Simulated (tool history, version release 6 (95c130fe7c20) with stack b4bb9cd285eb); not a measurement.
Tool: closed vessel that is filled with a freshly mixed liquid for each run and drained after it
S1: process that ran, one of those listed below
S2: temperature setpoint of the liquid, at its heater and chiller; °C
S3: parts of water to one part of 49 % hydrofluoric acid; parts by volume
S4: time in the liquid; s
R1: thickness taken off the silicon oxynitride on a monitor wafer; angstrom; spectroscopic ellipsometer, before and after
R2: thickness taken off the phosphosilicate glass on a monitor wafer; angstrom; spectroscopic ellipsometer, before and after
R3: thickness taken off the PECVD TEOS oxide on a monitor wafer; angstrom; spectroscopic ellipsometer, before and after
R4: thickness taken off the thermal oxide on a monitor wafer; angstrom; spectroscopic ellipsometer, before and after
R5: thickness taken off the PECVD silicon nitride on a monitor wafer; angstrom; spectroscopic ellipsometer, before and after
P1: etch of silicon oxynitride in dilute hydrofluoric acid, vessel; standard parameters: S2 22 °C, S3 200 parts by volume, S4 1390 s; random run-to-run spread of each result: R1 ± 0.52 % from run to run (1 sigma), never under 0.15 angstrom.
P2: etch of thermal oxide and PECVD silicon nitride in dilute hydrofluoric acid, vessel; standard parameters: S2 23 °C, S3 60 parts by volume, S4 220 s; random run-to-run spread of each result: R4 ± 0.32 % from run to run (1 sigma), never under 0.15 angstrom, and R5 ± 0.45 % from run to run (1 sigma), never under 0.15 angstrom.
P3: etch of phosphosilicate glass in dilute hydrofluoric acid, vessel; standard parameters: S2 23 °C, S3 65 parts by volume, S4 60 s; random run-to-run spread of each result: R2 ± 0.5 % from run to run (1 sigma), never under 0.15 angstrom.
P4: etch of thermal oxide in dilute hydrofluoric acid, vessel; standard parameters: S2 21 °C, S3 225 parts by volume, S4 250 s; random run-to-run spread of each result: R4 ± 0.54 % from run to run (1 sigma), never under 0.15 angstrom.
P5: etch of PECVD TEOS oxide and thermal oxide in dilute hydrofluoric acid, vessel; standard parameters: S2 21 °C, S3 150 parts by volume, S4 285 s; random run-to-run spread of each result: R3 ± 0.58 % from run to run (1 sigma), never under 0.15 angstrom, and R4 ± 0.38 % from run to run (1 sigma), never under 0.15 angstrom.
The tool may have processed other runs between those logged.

run,hour,S1,S2,S3,S4,R1,R2,R3,R4,R5
1,6.7,P1,22,200,1390,119.92,,,,
2,18.4,P3,29,65,60,,704.7,,,
3,29,P1,17,200,1390,94.235,,,,
4,42.2,P1,22,200,2290,196.55,,,,
5,51.2,P1,22,200,1390,119.81,,,,
6,57.4,P3,23,35,60,,1077.3,,,
7,69.7,P1,22,200,1390,120.54,,,,
8,79.7,P5,21,150,285,,,198.48,73.459,
9,86.9,P1,22,200,1390,119.51,,,,
10,99.6,P3,23,65,60,,555.13,,,
11,109.6,P4,24.5,225,250,,,,46.376,
12,121,P1,22,95,1390,275.32,,,,
13,131.4,P2,23,60,45,,,,36.725,13.725
14,143.2,P1,26.5,200,1390,147.06,,,,
15,155.3,P5,21,150,115,,,80.606,29.361,
16,168.6,P4,21,225,405,,,,66.874,
17,181,P3,23,65,30,,278.64,,,
18,190.9,P5,21,35,285,,,960.43,357.52,
19,203.9,P2,23,60,220,,,,178.75,68.156
20,212.1,P1,22,105,2490,437.61,,,,
21,222.8,P1,22,290,1390,78.593,,,,
22,235.3,P2,26.5,60,220,,,,207.3,85.909
23,247.8,P1,22,200,675,58.377,,,,
24,254,P4,21,40,250,,,,283.17,
25,268,P5,26.5,150,285,,,245.08,90.276,
26,281.1,P2,23,110,220,,,,91.857,37.66
27,295.1,P4,21,225,250,,,,41.236,
28,301.4,P3,23,65,60,,553.86,,,
29,308.4,P1,22,200,1390,118.84,,,,
30,317.7,P1,22,200,1390,126.5,,,,
31,325.1,P1,22,200,1390,127.85,,,,
32,337.7,P1,22,200,1390,128.74,,,,
33,349.8,P1,22,200,1390,132.58,,,,
34,362.4,P1,22,200,1390,132.81,,,,
35,371.6,P1,22,200,1390,133.41,,,,

What P1 gives has crept off from where it sat before. The 2 causes that follow fit the log equally well, each at the size noted:
A: liquid hotter than its thermometer reads (K) = 2.18
B: hydrofluoric acid flow above the setpoint (%) = 9.01
The drift started at roughly hour 308.4.

Of the 4 check runs listed below, each run on one wafer and each result written as a question mark, which would let you distinguish the listed causes because they would give clearly different results?
check 1,380.8,P4,21,95,250,,,,?,
check 2,380.8,P5,21,75,180,,,?,?,
check 3,380.8,P2,26.5,60,50,,,,?,?
check 4,380.8,P3,23,45,60,,?,,,

What every check run would give for each of its results, assuming each possible cause in turn:
check,result,if A,if B
check 1,R4,121.62,122.49
check 2,R3,297.66,298.93
check 2,R4,109.78,110.25
check 3,R4,51.126,51.474
check 3,R5,22.537,21.281
check 4,R2,902.1,903.11
Per check, the gap between the least separated pair of causes, taken in the result that splits them most: check 1 0.72 %; check 2 0.43 %; check 3 5.73 %; check 4 0.11 %
Check 3 is the one run that separates the causes; every other check would come out nearly the same whichever cause is at work.

The results of check 3 are: R4 50.855 angstrom; R5 22.574 angstrom. Based on these, which of the listed causes is it?

It was cause A: liquid hotter than its thermometer reads (K).
